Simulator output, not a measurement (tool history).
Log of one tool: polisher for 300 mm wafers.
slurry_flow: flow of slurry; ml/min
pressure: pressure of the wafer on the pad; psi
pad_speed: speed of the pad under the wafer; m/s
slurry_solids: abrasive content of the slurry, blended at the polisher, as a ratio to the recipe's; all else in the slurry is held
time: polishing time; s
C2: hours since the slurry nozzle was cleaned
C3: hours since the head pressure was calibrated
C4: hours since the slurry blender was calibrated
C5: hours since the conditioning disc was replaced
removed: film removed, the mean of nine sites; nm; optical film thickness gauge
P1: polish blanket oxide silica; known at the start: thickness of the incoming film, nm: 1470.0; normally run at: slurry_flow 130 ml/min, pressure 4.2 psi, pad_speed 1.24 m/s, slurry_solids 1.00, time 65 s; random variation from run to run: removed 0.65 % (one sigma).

run 1 hour=7.3 | slurry_flow=130 pressure=4.2 pad_speed=1.24 slurry_solids=1.00 time=65 | wafers_polished_on_this_pad=260 C2=417.7 C3=651.8 C4=243.8 C5=91.7 | removed=195.23
run 2 hour=12.4 | slurry_flow=130 pressure=4.2 pad_speed=1.24 slurry_solids=1.00 time=83 | wafers_polished_on_this_pad=321 C2=422.8 C3=656.9 C4=248.9 C5=96.8 | removed=246.67
run 3 hour=22.0 | slurry_flow=130 pressure=4.2 pad_speed=1.24 slurry_solids=1.00 time=36 | wafers_polished_on_this_pad=436 C2=432.4 C3=666.5 C4=258.5 C5=106.4 | removed=107.99
run 4 hour=30.3 | slurry_flow=130 pressure=4.2 pad_speed=1.24 slurry_solids=1.00 time=65 | wafers_polished_on_this_pad=536 C2=440.7 C3=674.8 C4=266.8 C5=114.7 | removed=193.94
-- hour=30.9 slurry nozzle cleaned
run 5 hour=35.1 | slurry_flow=130 pressure=4.2 pad_speed=1.24 slurry_solids=1.00 time=65 | wafers_polished_on_this_pad=594 C2=4.3 C3=679.6 C4=271.6 C5=119.5 | removed=195.75
run 6 hour=43.9 | slurry_flow=130 pressure=4.2 pad_speed=1.24 slurry_solids=0.55 time=65 | wafers_polished_on_this_pad=700 C2=13.1 C3=688.4 C4=280.4 C5=128.3 | removed=142.86
run 7 hour=48.6 | slurry_flow=130 pressure=4.2 pad_speed=1.24 slurry_solids=1.00 time=65 | wafers_polished_on_this_pad=757 C2=17.8 C3=693.1 C4=285.1 C5=133.0 | removed=192.85
run 8 hour=57.2 | slurry_flow=130 pressure=4.2 pad_speed=1.24 slurry_solids=1.00 time=65 | wafers_polished_on_this_pad=860 C2=26.4 C3=701.7 C4=293.7 C5=141.6 | removed=194.06
run 9 hour=66.6 | slurry_flow=130 pressure=6.1 pad_speed=1.24 slurry_solids=1.00 time=65 | wafers_polished_on_this_pad=973 C2=35.8 C3=711.1 C4=303.1 C5=151.0 | removed=282.42
run 10 hour=71.5 | slurry_flow=130 pressure=4.2 pad_speed=1.24 slurry_solids=1.00 time=65 | wafers_polished_on_this_pad=1032 C2=40.7 C3=716.0 C4=308.0 C5=155.9 | removed=195.24
run 11 hour=79.5 | slurry_flow=85 pressure=4.2 pad_speed=1.24 slurry_solids=1.00 time=65 | wafers_polished_on_this_pad=1129 C2=48.7 C3=724.0 C4=316.0 C5=163.9 | removed=176.76
run 12 hour=87.9 | slurry_flow=190 pressure=4.2 pad_speed=1.24 slurry_solids=1.00 time=65 | wafers_polished_on_this_pad=1230 C2=57.1 C3=732.4 C4=324.4 C5=172.3 | removed=206.11
run 13 hour=94.4 | slurry_flow=130 pressure=4.2 pad_speed=1.24 slurry_solids=1.35 time=65 | wafers_polished_on_this_pad=1308 C2=63.6 C3=738.9 C4=330.9 C5=178.8 | removed=221.48
run 14 hour=104.4 | slurry_flow=130 pressure=2.5 pad_speed=1.24 slurry_solids=1.00 time=65 | wafers_polished_on_this_pad=1428 C2=73.6 C3=748.9 C4=340.9 C5=188.8 | removed=115.58
-- hour=109.2 conditioning disc replaced and pad reconditioned
run 15 hour=114.9 | slurry_flow=130 pressure=3.0 pad_speed=1.24 slurry_solids=0.70 time=65 | wafers_polished_on_this_pad=1555 C2=84.1 C3=759.4 C4=351.4 C5=5.8 | removed=115.83
run 16 hour=119.8 | slurry_flow=130 pressure=4.2 pad_speed=1.70 slurry_solids=1.00 time=65 | wafers_polished_on_this_pad=1614 C2=89.0 C3=764.3 C4=356.3 C5=10.7 | removed=250.59
run 17 hour=126.6 | slurry_flow=130 pressure=4.2 pad_speed=0.70 slurry_solids=1.00 time=65 | wafers_polished_on_this_pad=1696 C2=95.8 C3=771.1 C4=363.1 C5=17.5 | removed=124.60
run 18 hour=133.3 | slurry_flow=130 pressure=4.2 pad_speed=1.24 slurry_solids=1.00 time=65 | wafers_polished_on_this_pad=1776 C2=102.5 C3=777.8 C4=369.8 C5=24.2 | removed=196.60
run 19 hour=140.8 | slurry_flow=130 pressure=4.2 pad_speed=1.24 slurry_solids=1.00 time=65 | wafers_polished_on_this_pad=1867 C2=110.0 C3=785.3 C4=377.3 C5=31.7 | removed=186.79
run 20 hour=146.2 | slurry_flow=130 pressure=4.2 pad_speed=1.24 slurry_solids=1.00 time=65 | wafers_polished_on_this_pad=1932 C2=115.4 C3=790.7 C4=382.7 C5=37.1 | removed=186.63
run 21 hour=153.1 | slurry_flow=130 pressure=4.2 pad_speed=1.24 slurry_solids=1.00 time=65 | wafers_polished_on_this_pad=2015 C2=122.3 C3=797.6 C4=389.6 C5=44.0 | removed=183.02
run 22 hour=162.2 | slurry_flow=130 pressure=4.2 pad_speed=1.24 slurry_solids=1.00 time=65 | wafers_polished_on_this_pad=2124 C2=131.4 C3=806.7 C4=398.7 C5=53.1 | removed=182.36
-- hour=165.3 slurry nozzle cleaned
-- hour=165.5 worn pad replaced by a new one
run 23 hour=171.4 | slurry_flow=130 pressure=4.2 pad_speed=1.24 slurry_solids=1.00 time=65 | wafers_polished_on_this_pad=71 C2=6.2 C3=815.9 C4=407.9 C5=62.3 | removed=178.69
-- hour=171.6 conditioning disc replaced and pad reconditioned
run 24 hour=181.1 | slurry_flow=130 pressure=4.2 pad_speed=1.24 slurry_solids=1.00 time=65 | wafers_polished_on_this_pad=188 C2=15.9 C3=825.6 C4=417.6 C5=9.6 | removed=177.85
run 25 hour=189.4 | slurry_flow=130 pressure=4.2 pad_speed=1.24 slurry_solids=1.00 time=65 | wafers_polished_on_this_pad=287 C2=24.2 C3=833.9 C4=425.9 C5=17.9 | removed=177.05
run 26 hour=196.4 | slurry_flow=130 pressure=4.2 pad_speed=1.24 slurry_solids=1.00 time=65 | wafers_polished_on_this_pad=372 C2=31.2 C3=840.9 C4=432.9 C5=24.9 | removed=178.07

What P1 gives has crept away from where it was. These 2 causes fit the log equally well, each at the size given:
A: abrasive missing from the slurry, % = 16.7
B: head's pressure below its setpoint, % = 8.34
The creep began at about hour 133.3.
Why every other cause is out:
removal rate lost through wear of the pad, %: serviced at hour 165.5, which brought nothing back
slurry flow missing at the pad, %: serviced at hour 165.3, which brought nothing back
time polished since the conditioner stopped cutting, s: serviced at hour 171.6, which brought nothing back

4 check runs are offered, each on 3 wafers whose results are averaged, their results left as question marks. Which one tells the causes apart?
run check 1 hour=203.4 | slurry_flow=130 pressure=4.2 pad_speed=1.24 slurry_solids=0.55 time=65 | removed=?
run check 2 hour=203.4 | slurry_flow=130 pressure=4.2 pad_speed=0.90 slurry_solids=1.00 time=42 | removed=?
run check 3 hour=203.4 | slurry_flow=130 pressure=4.2 pad_speed=1.60 slurry_solids=1.00 time=65 | removed=?
run check 4 hour=203.4 | slurry_flow=180 pressure=4.2 pad_speed=1.24 slurry_solids=1.00 time=65 | removed=?

What each check would give under each cause:
check=check_1 result=removed if_A=126.820 if_B=130.280
check=check_2 result=removed if_A=89.361 if_B=89.372
check=check_3 result=removed if_A=219.140 if_B=219.160
check=check_4 result=removed if_A=188.840 if_B=188.870
How far apart the two closest causes lie, in the result that separates them most: check 1 2.69 %; check 2 0.01 %; check 3 0.01 %; check 4 0.01 %
Check 1 tells the causes apart: in the others they would give nearly the same result.

Check 1 was then run and gave: removed 126.900 nm. Which cause is it?

It is A: abrasive missing from the slurry, %.

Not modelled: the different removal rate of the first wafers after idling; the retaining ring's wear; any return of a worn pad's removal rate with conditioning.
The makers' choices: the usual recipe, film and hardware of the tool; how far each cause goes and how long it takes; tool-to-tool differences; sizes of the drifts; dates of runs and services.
